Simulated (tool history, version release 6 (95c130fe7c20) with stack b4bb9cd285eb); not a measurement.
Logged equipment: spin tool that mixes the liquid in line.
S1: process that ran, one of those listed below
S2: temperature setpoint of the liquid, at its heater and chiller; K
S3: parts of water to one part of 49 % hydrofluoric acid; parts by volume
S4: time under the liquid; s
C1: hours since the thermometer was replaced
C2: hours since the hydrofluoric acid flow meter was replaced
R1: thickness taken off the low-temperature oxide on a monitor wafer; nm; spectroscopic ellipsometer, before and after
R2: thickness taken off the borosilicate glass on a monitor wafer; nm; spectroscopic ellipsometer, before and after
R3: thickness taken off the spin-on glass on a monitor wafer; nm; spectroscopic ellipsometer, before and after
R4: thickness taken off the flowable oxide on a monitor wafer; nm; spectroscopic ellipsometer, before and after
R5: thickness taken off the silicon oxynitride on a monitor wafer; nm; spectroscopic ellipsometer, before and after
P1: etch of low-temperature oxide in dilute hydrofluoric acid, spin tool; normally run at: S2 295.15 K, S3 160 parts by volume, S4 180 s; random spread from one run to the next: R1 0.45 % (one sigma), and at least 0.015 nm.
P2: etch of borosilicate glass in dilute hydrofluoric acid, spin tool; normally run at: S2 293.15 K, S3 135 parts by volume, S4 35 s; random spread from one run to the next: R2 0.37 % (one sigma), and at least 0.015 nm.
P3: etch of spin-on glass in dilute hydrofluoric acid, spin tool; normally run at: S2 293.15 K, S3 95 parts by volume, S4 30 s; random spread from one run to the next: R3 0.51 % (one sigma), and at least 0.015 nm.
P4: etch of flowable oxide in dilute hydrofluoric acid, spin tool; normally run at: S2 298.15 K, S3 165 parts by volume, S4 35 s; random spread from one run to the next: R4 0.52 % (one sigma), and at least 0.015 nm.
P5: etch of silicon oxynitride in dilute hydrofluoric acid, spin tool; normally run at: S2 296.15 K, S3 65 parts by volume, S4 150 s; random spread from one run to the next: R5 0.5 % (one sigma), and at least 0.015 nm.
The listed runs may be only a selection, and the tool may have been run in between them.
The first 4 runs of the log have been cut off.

run 5 hour=42.2 | S1=P1 S2=295.15 S3=245 S4=180 | C1=558.1 C2=485.7 | R1=6.9939
run 6 hour=48.6 | S1=P3 S2=293.15 S3=95 S4=30 | C1=564.5 C2=492.1 | R3=10.0990
run 7 hour=54.7 | S1=P4 S2=298.15 S3=165 S4=35 | C1=570.6 C2=498.2 | R4=6.2083
run 8 hour=66.4 | S1=P1 S2=295.15 S3=160 S4=305 | C1=582.3 C2=509.9 | R1=19.9730
run 9 hour=78.1 | S1=P1 S2=290.15 S3=160 S4=180 | C1=594.0 C2=521.6 | R1=9.5735
run 10 hour=86.0 | S1=P1 S2=301.65 S3=160 S4=80 | C1=601.9 C2=529.5 | R1=6.7252
run 11 hour=93.4 | S1=P5 S2=296.15 S3=20 S4=150 | C1=609.3 C2=536.9 | R5=18.5190
run 12 hour=104.2 | S1=P2 S2=293.15 S3=240 S4=35 | C1=620.1 C2=547.7 | R2=4.5309
run 13 hour=113.5 | S1=P3 S2=293.15 S3=95 S4=15 | C1=629.4 C2=557.0 | R3=5.1391
run 14 hour=122.4 | S1=P4 S2=298.15 S3=165 S4=20 | C1=638.3 C2=565.9 | R4=3.5624
run 15 hour=131.5 | S1=P4 S2=298.15 S3=165 S4=35 | C1=647.4 C2=575.0 | R4=6.2702
run 16 hour=142.6 | S1=P3 S2=300.15 S3=95 S4=30 | C1=658.5 C2=586.1 | R3=13.5040
run 17 hour=153.8 | S1=P2 S2=290.15 S3=135 S4=35 | C1=669.7 C2=597.3 | R2=7.9102
run 18 hour=159.9 | S1=P1 S2=295.15 S3=160 S4=180 | C1=675.8 C2=603.4 | R1=11.8530
run 19 hour=170.1 | S1=P5 S2=296.15 S3=65 S4=220 | C1=686.0 C2=613.6 | R5=8.1125
run 20 hour=175.7 | S1=P1 S2=295.15 S3=160 S4=35 | C1=691.6 C2=619.2 | R1=2.3050
run 21 hour=183.6 | S1=P1 S2=295.15 S3=160 S4=180 | C1=699.5 C2=627.1 | R1=11.7630
run 22 hour=192.9 | S1=P1 S2=295.15 S3=160 S4=180 | C1=708.8 C2=636.4 | R1=11.8670
run 23 hour=204.0 | S1=P4 S2=298.15 S3=105 S4=35 | C1=719.9 C2=647.5 | R4=10.5320
run 24 hour=215.6 | S1=P1 S2=295.15 S3=90 S4=180 | C1=731.5 C2=659.1 | R1=22.7130
run 25 hour=222.2 | S1=P3 S2=293.15 S3=155 S4=30 | C1=738.1 C2=665.7 | R3=5.9131
run 26 hour=230.4 | S1=P4 S2=305.65 S3=165 S4=35 | C1=746.3 C2=673.9 | R4=8.1662

Run 27, settings as shown, results not yet in. Your forecast:
run 27 hour=237.6 | S1=P1 S2=295.15 S3=160 S4=180 | C1=753.5 C2=681.1 | R1=?

{"run 27": {"R1": 11.735}}
